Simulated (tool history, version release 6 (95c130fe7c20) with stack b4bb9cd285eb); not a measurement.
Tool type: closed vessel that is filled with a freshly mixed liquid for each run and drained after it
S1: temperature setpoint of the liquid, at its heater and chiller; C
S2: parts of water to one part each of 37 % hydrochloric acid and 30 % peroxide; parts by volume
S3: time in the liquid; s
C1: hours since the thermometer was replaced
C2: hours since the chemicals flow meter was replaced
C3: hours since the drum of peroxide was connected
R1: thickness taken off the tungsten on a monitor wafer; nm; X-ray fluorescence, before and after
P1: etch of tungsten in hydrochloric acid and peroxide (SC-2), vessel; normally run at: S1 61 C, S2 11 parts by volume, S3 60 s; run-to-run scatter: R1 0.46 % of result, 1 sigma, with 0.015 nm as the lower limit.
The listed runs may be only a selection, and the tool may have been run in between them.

run    day    S1    S2  S3     C1     C2     C3      R1
  1  0.333    61    11  60    349   77.1    353  34.601
  2  0.796    61    11  60  360.1   88.2  364.1  34.957
  3   1.05    61     5  60  366.2   94.3  370.2  64.408
  4  1.554    61    11  60  378.3  106.4  382.3  35.079
  5  2.025    61    11  30  389.6  117.7  393.6   17.37
  6  2.354  45.5    17  60  397.5  125.6  401.5  8.6148
  7  2.738    61    11  60  406.7  134.8  410.7  34.982
  8  3.012    61    11  60  413.3  141.4  417.3   34.71
  9  3.417    61  18.5  60    423  151.1    427  22.164
 10  3.804    61    11  60  432.3  160.4  436.3  34.826
     4.146  -- new drum of peroxide connected
 11  4.288    72    11  60  443.9    172    3.4  68.027
 12  4.508  47.5    11  60  449.2  177.3    8.7  14.541
 13  4.779    61    11  95  455.7  183.8   15.2   54.99
 14   5.25    48  16.5  60    467  195.1   26.5  10.504
 15  5.688    61    11  60  477.5  205.6     37  34.812
 16  6.008    61    11  60  485.2  213.3   44.7  33.141
 17    6.4    61    11  60  494.6  222.7   54.1   32.11
 18  6.629    61    11  60  500.1  228.2   59.6  31.704
 19  6.975    61    11  60  508.4  236.5   67.9  31.557
     7.142  -- new drum of peroxide connected
 20  7.275    61    11  60  515.6  243.7    3.2  31.466

Estimate the outcome of run 21 from the log above:
 21  7.758  61  11  60  527.2  255.3  14.8   ?

{"run 21": {"R1": 31.543}}
